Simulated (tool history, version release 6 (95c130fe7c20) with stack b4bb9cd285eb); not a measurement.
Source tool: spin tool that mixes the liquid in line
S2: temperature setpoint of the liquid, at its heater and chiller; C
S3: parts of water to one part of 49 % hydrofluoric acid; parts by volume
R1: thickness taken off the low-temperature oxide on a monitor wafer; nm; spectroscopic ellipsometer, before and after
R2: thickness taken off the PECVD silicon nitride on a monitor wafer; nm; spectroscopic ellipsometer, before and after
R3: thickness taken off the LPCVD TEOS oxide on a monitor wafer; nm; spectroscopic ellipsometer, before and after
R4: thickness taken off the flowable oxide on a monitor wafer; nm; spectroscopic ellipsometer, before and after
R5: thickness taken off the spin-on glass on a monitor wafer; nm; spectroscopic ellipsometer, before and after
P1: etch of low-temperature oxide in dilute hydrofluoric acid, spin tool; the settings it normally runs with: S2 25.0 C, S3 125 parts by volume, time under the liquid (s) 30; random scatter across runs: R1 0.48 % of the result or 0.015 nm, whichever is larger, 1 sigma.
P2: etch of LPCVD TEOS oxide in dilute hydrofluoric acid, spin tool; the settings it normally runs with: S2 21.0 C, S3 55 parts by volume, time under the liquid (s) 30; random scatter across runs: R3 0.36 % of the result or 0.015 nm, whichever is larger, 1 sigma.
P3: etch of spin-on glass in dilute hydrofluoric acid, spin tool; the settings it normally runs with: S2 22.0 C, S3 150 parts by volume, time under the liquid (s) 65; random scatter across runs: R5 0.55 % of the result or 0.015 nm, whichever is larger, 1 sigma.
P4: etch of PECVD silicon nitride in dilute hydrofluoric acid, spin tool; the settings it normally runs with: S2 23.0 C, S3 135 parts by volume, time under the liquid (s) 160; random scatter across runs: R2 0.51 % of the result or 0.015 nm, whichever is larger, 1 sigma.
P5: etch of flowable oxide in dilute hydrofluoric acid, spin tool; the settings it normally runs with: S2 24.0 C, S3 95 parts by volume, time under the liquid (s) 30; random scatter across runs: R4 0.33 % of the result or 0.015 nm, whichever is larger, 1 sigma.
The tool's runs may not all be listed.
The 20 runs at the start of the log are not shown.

Run 21, day 9.250: process that ran P4, S2 23.0 C, S3 135 parts by volume, time under the liquid (s) 160. Result: R2 4.3453 nm.
Run 22, day 9.783: process that ran P3, S2 17.0 C, S3 150 parts by volume, time under the liquid (s) 65. Result: R5 8.5726 nm.
Run 23, day 10.308: process that ran P3, S2 22.0 C, S3 150 parts by volume, time under the liquid (s) 65. Result: R5 10.5690 nm.
Run 24, day 10.592: process that ran P5, S2 24.0 C, S3 95 parts by volume, time under the liquid (s) 45. Result: R4 20.864 nm.
Run 25, day 11.158: process that ran P5, S2 28.5 C, S3 95 parts by volume, time under the liquid (s) 30. Result: R4 16.527 nm.
Run 26, day 11.567: process that ran P3, S2 22.0 C, S3 260 parts by volume, time under the liquid (s) 65. Result: R5 5.3554 nm.
Run 27, day 12.146: process that ran P3, S2 22.0 C, S3 150 parts by volume, time under the liquid (s) 30. Result: R5 4.7675 nm.
Run 28, day 12.642: process that ran P1, S2 25.0 C, S3 125 parts by volume, time under the liquid (s) 30. Result: R1 7.5751 nm.
Run 29, day 13.196: process that ran P1, S2 25.0 C, S3 125 parts by volume, time under the liquid (s) 30. Result: R1 7.5352 nm.
Run 30, day 13.712: process that ran P1, S2 25.0 C, S3 125 parts by volume, time under the liquid (s) 30. Result: R1 7.3127 nm.
Run 31, day 13.992: process that ran P1, S2 25.0 C, S3 125 parts by volume, time under the liquid (s) 30. Result: R1 7.1588 nm.
Run 32, day 14.496: process that ran P1, S2 25.0 C, S3 125 parts by volume, time under the liquid (s) 30. Result: R1 6.9947 nm.
Run 33, day 14.900: process that ran P1, S2 25.0 C, S3 125 parts by volume, time under the liquid (s) 30. Result: R1 6.9685 nm.
Run 34, day 15.325: process that ran P1, S2 25.0 C, S3 125 parts by volume, time under the liquid (s) 30. Result: R1 6.9550 nm.

The next listed run, before its measurement:
Run 35, day 15.658: process that ran P1, S2 25.0 C, S3 125 parts by volume, time under the liquid (s) 30. Result: R1 ?.

Run 35 gave R1 6.9590 nm.
